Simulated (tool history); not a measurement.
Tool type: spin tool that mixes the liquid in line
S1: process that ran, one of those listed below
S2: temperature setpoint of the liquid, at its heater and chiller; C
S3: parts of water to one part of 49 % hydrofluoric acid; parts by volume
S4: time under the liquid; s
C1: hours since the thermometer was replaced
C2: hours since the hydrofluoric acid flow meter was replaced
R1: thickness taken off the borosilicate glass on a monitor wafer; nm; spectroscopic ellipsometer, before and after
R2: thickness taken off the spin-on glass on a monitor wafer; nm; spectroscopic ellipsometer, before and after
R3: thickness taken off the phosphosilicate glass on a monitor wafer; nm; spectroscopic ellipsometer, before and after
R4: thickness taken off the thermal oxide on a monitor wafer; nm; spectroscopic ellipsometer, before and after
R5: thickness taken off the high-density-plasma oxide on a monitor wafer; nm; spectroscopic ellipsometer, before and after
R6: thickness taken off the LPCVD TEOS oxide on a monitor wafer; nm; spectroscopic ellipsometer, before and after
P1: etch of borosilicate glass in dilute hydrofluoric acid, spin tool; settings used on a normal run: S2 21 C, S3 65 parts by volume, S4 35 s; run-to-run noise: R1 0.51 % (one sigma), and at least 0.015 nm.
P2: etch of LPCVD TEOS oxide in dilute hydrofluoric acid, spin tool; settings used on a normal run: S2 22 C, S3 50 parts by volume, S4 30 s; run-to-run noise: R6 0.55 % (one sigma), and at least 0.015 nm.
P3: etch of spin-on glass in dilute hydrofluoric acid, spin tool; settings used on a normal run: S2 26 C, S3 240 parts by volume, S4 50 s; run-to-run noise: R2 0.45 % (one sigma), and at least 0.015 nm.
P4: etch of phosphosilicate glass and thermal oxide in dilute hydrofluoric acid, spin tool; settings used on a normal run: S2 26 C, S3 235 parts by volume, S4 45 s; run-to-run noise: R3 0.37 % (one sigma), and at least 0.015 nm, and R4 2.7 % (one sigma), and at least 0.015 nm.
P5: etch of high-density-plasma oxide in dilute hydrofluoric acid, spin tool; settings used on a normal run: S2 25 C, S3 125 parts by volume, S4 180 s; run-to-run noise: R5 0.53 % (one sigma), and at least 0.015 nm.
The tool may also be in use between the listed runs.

Run 1, hour 10.4: S1 P1, S2 21 C, S3 65 parts by volume, S4 35 s; C1 714.8; C2 735.3. Result: R1 12.887 nm.
Run 2, hour 22.3: S1 P1, S2 21 C, S3 65 parts by volume, S4 35 s; C1 726.7; C2 747.2. Result: R1 12.825 nm.
Run 3, hour 33.8: S1 P3, S2 18 C, S3 240 parts by volume, S4 50 s; C1 738.2; C2 758.7. Result: R2 3.8118 nm.
Run 4, hour 43.3: S1 P3, S2 26 C, S3 355 parts by volume, S4 50 s; C1 747.7; C2 768.2. Result: R2 3.0529 nm.
Run 5, hour 56.1: S1 P4, S2 26 C, S3 235 parts by volume, S4 80 s; C1 760.5; C2 781. Result: R3 62.681 nm, R4 1.5198 nm.
Run 6, hour 65.1: S1 P1, S2 28 C, S3 65 parts by volume, S4 35 s; C1 769.5; C2 790. Result: R1 17.03 nm.
Run 7, hour 75.9: S1 P5, S2 25 C, S3 60 parts by volume, S4 180 s; C1 780.3; C2 800.8. Result: R5 17.003 nm.
At hour 76.9: thermometer replaced.
Run 8, hour 85.7: S1 P1, S2 21 C, S3 65 parts by volume, S4 65 s; C1 8.8; C2 810.6. Result: R1 23.759 nm.
Run 9, hour 99.4: S1 P4, S2 26 C, S3 235 parts by volume, S4 45 s; C1 22.5; C2 824.3. Result: R3 35.224 nm, R4 0.81931 nm.
Run 10, hour 106.1: S1 P1, S2 21 C, S3 65 parts by volume, S4 35 s; C1 29.2; C2 831. Result: R1 12.968 nm.
Run 11, hour 119.7: S1 P5, S2 25 C, S3 125 parts by volume, S4 180 s; C1 42.8; C2 844.6. Result: R5 7.5475 nm.
Run 12, hour 128.5: S1 P2, S2 22 C, S3 90 parts by volume, S4 30 s; C1 51.6; C2 853.4. Result: R6 13.192 nm.
Run 13, hour 136.8: S1 P2, S2 28 C, S3 50 parts by volume, S4 30 s; C1 59.9; C2 861.7. Result: R6 31.741 nm.
Run 14, hour 150.5: S1 P5, S2 18 C, S3 125 parts by volume, S4 180 s; C1 73.6; C2 875.4. Result: R5 5.6879 nm.
Run 15, hour 160.6: S1 P3, S2 26 C, S3 240 parts by volume, S4 50 s; C1 83.7; C2 885.5. Result: R2 5.0788 nm.
Run 16, hour 167.8: S1 P4, S2 19.5 C, S3 235 parts by volume, S4 45 s; C1 90.9; C2 892.7. Result: R3 27.791 nm, R4 0.63987 nm.
Run 17, hour 177.4: S1 P3, S2 26 C, S3 240 parts by volume, S4 15 s; C1 100.5; C2 902.3. Result: R2 1.5361 nm.
Run 18, hour 188: S1 P1, S2 27 C, S3 100 parts by volume, S4 35 s; C1 111.1; C2 912.9. Result: R1 10.22 nm.
Run 19, hour 197.9: S1 P1, S2 21 C, S3 65 parts by volume, S4 35 s; C1 121; C2 922.8. Result: R1 12.736 nm.
Run 20, hour 206.5: S1 P1, S2 21 C, S3 65 parts by volume, S4 15 s; C1 129.6; C2 931.4. Result: R1 5.4413 nm.
Run 21, hour 217.8: S1 P4, S2 26 C, S3 235 parts by volume, S4 45 s; C1 140.9; C2 942.7. Result: R3 35.205 nm, R4 0.82224 nm.
Run 22, hour 230.6: S1 P5, S2 25 C, S3 125 parts by volume, S4 350 s; C1 153.7; C2 955.5. Result: R5 14.619 nm.
Run 23, hour 237.7: S1 P1, S2 21 C, S3 90 parts by volume, S4 35 s; C1 160.8; C2 962.6. Result: R1 9.0283 nm.
Run 24, hour 245: S1 P1, S2 21 C, S3 25 parts by volume, S4 15 s; C1 168.1; C2 969.9. Result: R1 15.002 nm.
Run 25, hour 259.1: S1 P2, S2 22 C, S3 50 parts by volume, S4 50 s; C1 182.2; C2 984. Result: R6 41.884 nm.
Run 26, hour 266.5: S1 P3, S2 26 C, S3 240 parts by volume, S4 50 s; C1 189.6; C2 991.4. Result: R2 5.0991 nm.
Run 27, hour 276.9: S1 P1, S2 17 C, S3 65 parts by volume, S4 35 s; C1 200; C2 1001.8. Result: R1 10.94 nm.
Run 28, hour 286.4: S1 P4, S2 26 C, S3 45 parts by volume, S4 45 s; C1 209.5; C2 1011.3. Result: R3 233.66 nm, R4 5.6644 nm.
Run 29, hour 297.5: S1 P1, S2 21 C, S3 25 parts by volume, S4 35 s; C1 220.6; C2 1022.4. Result: R1 35.233 nm.
Run 30, hour 310.4: S1 P2, S2 22 C, S3 50 parts by volume, S4 30 s; C1 233.5; C2 1035.3. Result: R6 25.021 nm.
Run 31, hour 317.5: S1 P1, S2 21 C, S3 65 parts by volume, S4 35 s; C1 240.6; C2 1042.4. Result: R1 12.79 nm.
Run 32, hour 326.5: S1 P1, S2 21 C, S3 65 parts by volume, S4 35 s; C1 249.6; C2 1051.4. Result: R1 12.523 nm.
Run 33, hour 333.7: S1 P1, S2 21 C, S3 65 parts by volume, S4 35 s; C1 256.8; C2 1058.6. Result: R1 12.45 nm.
Run 34, hour 344.8: S1 P1, S2 21 C, S3 65 parts by volume, S4 35 s; C1 267.9; C2 1069.7. Result: R1 12.131 nm.
Run 35, hour 353.7: S1 P1, S2 21 C, S3 65 parts by volume, S4 35 s; C1 276.8; C2 1078.6. Result: R1 12.003 nm.
Run 36, hour 367.9: S1 P1, S2 21 C, S3 65 parts by volume, S4 35 s; C1 291; C2 1092.8. Result: R1 11.894 nm.
Run 37, hour 374.8: S1 P1, S2 21 C, S3 65 parts by volume, S4 35 s; C1 297.9; C2 1099.7. Result: R1 11.734 nm.
Run 38, hour 385.1: S1 P1, S2 21 C, S3 65 parts by volume, S4 35 s; C1 308.2; C2 1110. Result: R1 11.693 nm.
Run 39, hour 397.9: S1 P1, S2 21 C, S3 65 parts by volume, S4 35 s; C1 321; C2 1122.8. Result: R1 11.791 nm.
Run 40, hour 410.9: S1 P1, S2 21 C, S3 65 parts by volume, S4 35 s; C1 334; C2 1135.8. Result: R1 11.723 nm.
Run 41, hour 424.1: S1 P1, S2 21 C, S3 65 parts by volume, S4 35 s; C1 347.2; C2 1149. Result: R1 11.724 nm.

Something has made what P1 gives creep away from where it was; the 2 causes below, each at its own stated size, fit the log equally well:
A: hydrofluoric acid flow below the setpoint (%) = 8.25
B: liquid colder than its thermometer reads (K) = 2.22
The gradual shift began around hour 317.5.

Below are 4 check runs, each averaged over 2 wafers, with their results shown as question marks. Which of them would give clearly different results depending on which cause is behind the drift?
Run check 1, hour 437.3: S1 P3, S2 26 C, S3 330 parts by volume, S4 50 s. Result: R2 ?.
Run check 2, hour 437.3: S1 P4, S2 21.5 C, S3 50 parts by volume, S4 45 s. Result: R3 ?, R4 ?.
Run check 3, hour 437.3: S1 P5, S2 21 C, S3 125 parts by volume, S4 180 s. Result: R5 ?.
Run check 4, hour 437.3: S1 P2, S2 27.5 C, S3 50 parts by volume, S4 45 s. Result: R6 ?.

If the cause were each of the candidates in turn, the checks would give the following:
  check  result    if A    if B
check 1      R2  3.0009  3.1236
check 2      R3  157.75   157.4
check 2      R4   3.717  3.7087
check 3      R5  5.8194  5.8695
check 4      R6  42.781   42.91
Separation of the two closest causes in each check, using whichever result separates them best: check 1 4.01 %; check 2 0.22 %; check 3 0.86 %; check 4 0.3 %
The causes can be told apart only by check 1. The other checks would give nearly the same results under each of them.

Check 1 has now been run. It gave: R2 3.1336 nm. Which of the candidate causes is it?

The correct cause is B, namely: liquid colder than its thermometer reads (K).

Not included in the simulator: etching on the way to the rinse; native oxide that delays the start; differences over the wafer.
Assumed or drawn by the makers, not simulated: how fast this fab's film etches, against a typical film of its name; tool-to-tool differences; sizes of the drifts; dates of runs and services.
